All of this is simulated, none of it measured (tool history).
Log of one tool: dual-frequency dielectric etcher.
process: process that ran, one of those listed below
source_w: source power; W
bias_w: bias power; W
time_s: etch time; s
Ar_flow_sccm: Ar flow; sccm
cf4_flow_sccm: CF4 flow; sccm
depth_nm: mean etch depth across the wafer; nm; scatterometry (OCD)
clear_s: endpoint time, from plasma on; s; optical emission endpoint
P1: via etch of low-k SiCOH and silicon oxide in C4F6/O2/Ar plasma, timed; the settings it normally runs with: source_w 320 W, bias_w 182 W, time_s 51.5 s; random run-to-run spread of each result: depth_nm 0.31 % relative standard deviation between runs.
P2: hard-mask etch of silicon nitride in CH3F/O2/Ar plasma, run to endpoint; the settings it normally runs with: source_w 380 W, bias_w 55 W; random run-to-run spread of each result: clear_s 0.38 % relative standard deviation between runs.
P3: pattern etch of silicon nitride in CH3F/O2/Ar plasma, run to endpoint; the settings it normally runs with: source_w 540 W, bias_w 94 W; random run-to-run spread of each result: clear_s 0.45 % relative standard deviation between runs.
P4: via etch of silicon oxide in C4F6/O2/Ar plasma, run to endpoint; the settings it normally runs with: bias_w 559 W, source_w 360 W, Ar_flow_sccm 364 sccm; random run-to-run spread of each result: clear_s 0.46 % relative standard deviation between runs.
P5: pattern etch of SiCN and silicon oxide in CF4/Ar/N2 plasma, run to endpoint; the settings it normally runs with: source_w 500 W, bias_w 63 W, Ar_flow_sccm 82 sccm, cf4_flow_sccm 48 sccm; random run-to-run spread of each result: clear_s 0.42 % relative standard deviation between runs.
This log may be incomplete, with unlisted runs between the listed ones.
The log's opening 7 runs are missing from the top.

run	hour	process	source_w	bias_w	time_s	Ar_flow_sccm	cf4_flow_sccm	depth_nm	clear_s
8	105.9	P2	380	55					73.275
9	119.5	P1	190	182	51.5			113.090	
10	132.2	P1	320	182	51.5			138.950	
11	149.7	P4	360	559		364			43.310
12	166.7	P3	540	120					57.054
13	178.9	P2	490	55					67.108
14	187.2	P1	320	182	51.5			138.380	
15	204.6	P1	320	182	68.5			185.090	
16	217.5	P1	320	182	51.5			139.020	
17	228.0	P3	540	94					62.678
18	236.9	P3	770	94					54.679
19	245.7	P1	320	182	29.5			79.664	
20	255.1	P5	500	63		82	64		13.319
21	263.9	P4	360	336		364			52.565
22	279.0	P1	320	116	28.5			67.013	
23	294.2	P5	340	63		82	48		19.588

What does the tool deliver on the next run?
24	307.4	P1	320	182	51.5			?	

{"run 24": {"depth_nm": 139.34}}
